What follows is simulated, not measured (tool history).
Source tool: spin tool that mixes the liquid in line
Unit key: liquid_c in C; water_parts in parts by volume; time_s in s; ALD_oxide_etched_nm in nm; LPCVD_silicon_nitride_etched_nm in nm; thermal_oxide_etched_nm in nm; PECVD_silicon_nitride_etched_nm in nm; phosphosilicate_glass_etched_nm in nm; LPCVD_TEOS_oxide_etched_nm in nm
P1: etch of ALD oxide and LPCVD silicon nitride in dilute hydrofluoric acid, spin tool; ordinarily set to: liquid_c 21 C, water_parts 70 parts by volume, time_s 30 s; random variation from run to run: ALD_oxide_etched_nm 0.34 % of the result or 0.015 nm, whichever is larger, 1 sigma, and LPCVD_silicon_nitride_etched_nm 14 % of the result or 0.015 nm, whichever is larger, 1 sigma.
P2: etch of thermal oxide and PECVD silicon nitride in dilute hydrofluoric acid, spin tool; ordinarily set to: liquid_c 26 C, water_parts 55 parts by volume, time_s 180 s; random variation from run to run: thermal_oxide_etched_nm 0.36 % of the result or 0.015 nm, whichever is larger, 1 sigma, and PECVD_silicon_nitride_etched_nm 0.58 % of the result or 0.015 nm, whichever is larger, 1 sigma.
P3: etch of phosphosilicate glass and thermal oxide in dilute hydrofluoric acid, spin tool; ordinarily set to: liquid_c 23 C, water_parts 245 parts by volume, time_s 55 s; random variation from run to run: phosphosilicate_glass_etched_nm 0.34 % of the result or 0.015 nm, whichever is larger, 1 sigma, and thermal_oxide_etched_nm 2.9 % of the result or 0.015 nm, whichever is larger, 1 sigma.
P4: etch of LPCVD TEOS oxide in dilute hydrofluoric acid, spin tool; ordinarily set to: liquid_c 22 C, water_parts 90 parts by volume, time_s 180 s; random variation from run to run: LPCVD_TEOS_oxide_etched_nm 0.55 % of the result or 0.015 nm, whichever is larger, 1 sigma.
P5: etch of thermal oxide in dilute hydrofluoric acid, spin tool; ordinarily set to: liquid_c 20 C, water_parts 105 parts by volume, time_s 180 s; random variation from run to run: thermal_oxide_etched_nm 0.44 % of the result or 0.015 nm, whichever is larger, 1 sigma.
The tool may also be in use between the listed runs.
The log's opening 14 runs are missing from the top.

run   hour  process  liquid_c  water_parts  time_s  hours since the thermometer was replaced  hours since the hydrofluoric acid flow meter was replaced  ALD_oxide_etched_nm  LPCVD_silicon_nitride_etched_nm  thermal_oxide_etched_nm  PECVD_silicon_nitride_etched_nm  phosphosilicate_glass_etched_nm  LPCVD_TEOS_oxide_etched_nm
 15  166.1       P2        26           55      40                                    1034.9                                                      610.3                                                                         3.8081                           1.7386
 16  176.5       P1        21           45      15                                    1045.3                                                      620.7               10.128                           0.1249
 17  184.2       P4        22           90     180                                      1053                                                      628.4                                                                                                                                                                       45.202
     188.5  -- thermometer replaced
 18  198.6       P4        22          160     180                                      10.2                                                      642.8                                                                                                                                                                       23.432
 19  211.5       P1        21           70      30                                      23.1                                                      655.7               12.663                          0.12735
 20  226.9       P1        21           70      15                                      38.5                                                      671.1               6.3203                         0.082982
 21    242       P4        17           90     180                                      53.6                                                      686.2                                                                                                                                                                       36.247
 22  256.9       P1        21           70      50                                      68.5                                                      701.1               21.222                          0.25982
 23  268.4       P5        20          105     180                                        80                                                      712.6                                                                         7.0393
 24  281.9       P1        25           70      30                                      93.5                                                      726.1               14.895                          0.19183
 25    291       P5        20          105     180                                     102.6                                                      735.2                                                                         7.0462
 26  303.1       P3        23          125      55                                     114.7                                                      747.3                                                                         1.8066                                                            53.689
 27  314.8       P2        26           85     180                                     126.4                                                        759                                                                         10.611                           5.0994
 28  324.2       P1        17           40      30                                     135.8                                                      768.4               19.373                           0.2409
 29  334.1       P4        22           90     335                                     145.7                                                      778.3                                                                                                                                                                       84.209
 30  349.2       P2        26           55     180                                     160.8                                                      793.4                                                                         17.253                           7.8536
 31    358       P1        21           70      30                                     169.6                                                      802.2               12.696                          0.15397

Expected results for the next run?
 32  367.5       P2        26           55     180                                     179.1                                                      811.7                                                                              ?                                ?

thermal_oxide_etched_nm: 17.222 nm
PECVD_silicon_nitride_etched_nm: 7.833 nm
